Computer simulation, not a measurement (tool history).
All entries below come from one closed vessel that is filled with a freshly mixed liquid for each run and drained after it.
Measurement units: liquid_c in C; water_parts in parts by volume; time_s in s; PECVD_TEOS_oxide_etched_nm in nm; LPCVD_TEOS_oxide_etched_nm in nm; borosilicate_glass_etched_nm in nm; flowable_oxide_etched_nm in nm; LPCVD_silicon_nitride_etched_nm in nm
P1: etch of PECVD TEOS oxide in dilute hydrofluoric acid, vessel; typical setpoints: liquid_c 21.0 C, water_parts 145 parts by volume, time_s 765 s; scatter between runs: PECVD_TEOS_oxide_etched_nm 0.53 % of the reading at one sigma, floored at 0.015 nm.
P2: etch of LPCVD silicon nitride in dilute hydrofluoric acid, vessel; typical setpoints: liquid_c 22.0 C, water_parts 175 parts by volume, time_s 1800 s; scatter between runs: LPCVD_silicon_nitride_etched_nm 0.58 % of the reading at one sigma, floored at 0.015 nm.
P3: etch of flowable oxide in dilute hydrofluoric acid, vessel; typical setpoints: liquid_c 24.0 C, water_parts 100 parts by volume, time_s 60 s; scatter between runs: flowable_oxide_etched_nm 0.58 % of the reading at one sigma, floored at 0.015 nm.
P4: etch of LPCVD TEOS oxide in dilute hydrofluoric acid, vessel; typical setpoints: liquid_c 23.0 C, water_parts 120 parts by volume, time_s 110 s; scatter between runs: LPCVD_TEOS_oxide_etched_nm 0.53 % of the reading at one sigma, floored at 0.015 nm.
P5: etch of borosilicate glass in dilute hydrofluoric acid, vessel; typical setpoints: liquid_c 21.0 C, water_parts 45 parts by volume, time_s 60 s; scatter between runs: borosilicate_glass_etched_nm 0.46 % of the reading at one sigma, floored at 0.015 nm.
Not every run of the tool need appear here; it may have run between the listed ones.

run,day,process,liquid_c,water_parts,time_s,hours since the thermometer was replaced,hours since the hydrofluoric acid flow meter was replaced,PECVD_TEOS_oxide_etched_nm,LPCVD_TEOS_oxide_etched_nm,borosilicate_glass_etched_nm,flowable_oxide_etched_nm,LPCVD_silicon_nitride_etched_nm
1,0.292,P1,21.0,145,765,425.2,786.6,50.853,,,,
2,0.708,P4,23.0,120,110,435.2,796.6,,27.5360,,,
3,1.088,P1,21.0,240,765,444.3,805.7,28.071,,,,
4,1.421,P1,26.0,145,765,452.3,813.7,61.913,,,,
5,1.946,P1,17.0,145,765,464.9,826.3,43.207,,,,
6,2.308,P5,21.0,25,60,473.6,835.0,,,57.818,,
7,2.725,P1,21.0,145,765,483.6,845.0,51.191,,,,
8,3.229,P1,21.0,145,255,495.7,857.1,17.141,,,,
9,3.542,P5,21.0,45,60,503.2,864.6,,,30.970,,
10,3.896,P4,17.0,120,110,511.7,873.1,,21.6930,,,
11,4.200,P5,21.0,45,105,519.0,880.4,,,54.564,,
12,4.725,P3,17.5,100,60,531.6,893.0,,,,11.2350,
13,5.221,P2,27.5,175,1800,543.5,904.9,,,,,6.73510
14,5.642,P3,24.0,35,60,553.6,915.0,,,,44.7040,
15,6.138,P2,22.0,175,1800,565.5,926.9,,,,,4.74120
16,6.471,P3,24.0,100,60,573.5,934.9,,,,14.5250,
17,7.096,P1,17.0,60,765,588.5,949.9,115.720,,,,
18,7.654,P1,21.0,145,765,601.9,963.3,50.713,,,,
19,8.088,P1,21.0,45,765,612.3,973.7,184.200,,,,
20,8.633,P5,27.5,45,60,625.4,986.8,,,40.579,,
21,9.038,P4,23.0,120,110,635.1,996.5,,27.7480,,,
22,9.683,P4,23.0,120,30,650.6,1012.0,,7.5255,,,
23,10.225,P1,21.0,145,765,663.6,1025.0,50.917,,,,
24,10.733,P2,22.0,175,220,675.8,1037.2,,,,,0.59855
25,11.154,P1,21.0,145,1480,685.9,1047.3,98.456,,,,
26,11.521,P2,22.0,90,1800,694.7,1056.1,,,,,9.11390
27,11.908,P1,28.0,145,365,704.0,1065.4,32.014,,,,
28,12.258,P4,23.0,170,110,712.4,1073.8,,18.2950,,,
29,12.608,P3,24.0,100,30,720.8,1082.2,,,,7.2716,
30,13.200,P1,21.0,145,765,735.0,1096.4,50.931,,,,
31,13.550,P5,21.0,45,60,743.4,1104.8,,,30.975,,
32,14.175,P1,21.0,145,765,758.4,1119.8,51.399,,,,
33,14.488,P1,21.0,145,765,765.9,1127.3,52.256,,,,
34,14.933,P1,21.0,145,765,776.6,1138.0,52.641,,,,
35,15.317,P1,21.0,145,765,785.8,1147.2,53.272,,,,
36,15.804,P1,21.0,145,765,797.5,1158.9,53.682,,,,
37,16.312,P1,21.0,145,765,809.7,1171.1,54.050,,,,
38,16.775,P1,21.0,145,765,820.8,1182.2,54.280,,,,
39,17.188,P1,21.0,145,765,830.7,1192.1,53.989,,,,
40,17.671,P1,21.0,145,765,842.3,1203.7,53.765,,,,
41,18.096,P1,21.0,145,765,852.5,1213.9,54.790,,,,
42,18.600,P1,21.0,145,765,864.6,1226.0,54.138,,,,

Something has made what P1 gives creep away from where it was; the 2 causes below, each at its own stated size, fit the log equally well:
A: liquid hotter than its thermometer reads (K) = 1.5
B: hydrofluoric acid flow above the setpoint (%) = 5.22
The gradual shift began around day 14.175.

You are offered 4 check runs, listed below with question marks in place of their results; each one averages 2 wafers. Which run separates the listed causes by giving clearly different results for each?
check 1,19.104,P2,27.0,175,1800,,,,,,,?
check 2,19.104,P3,20.5,100,60,,,,,,?,
check 3,19.104,P5,27.5,30,60,,,,,?,,
check 4,19.104,P4,17.0,120,110,,,,?,,,

Check results expected under each cause:
check,result,if A,if B
check 1,LPCVD_silicon_nitride_etched_nm,7.13140,6.84100
check 2,flowable_oxide_etched_nm,13.3590,13.3000
check 3,borosilicate_glass_etched_nm,66.379,65.872
check 4,LPCVD_TEOS_oxide_etched_nm,23.0430,22.9220
Per-check spread between the two closest causes, in the result where they differ most: check 1 4.16 %; check 2 0.44 %; check 3 0.77 %; check 4 0.52 %
The other checks would show nearly matching results whichever cause is true, so check 1 is the only one that separates the causes.

Check 1 was carried out, with these results: LPCVD_silicon_nitride_etched_nm 7.15310 nm. Which of the listed causes is responsible?

A is the cause: liquid hotter than its thermometer reads (K).
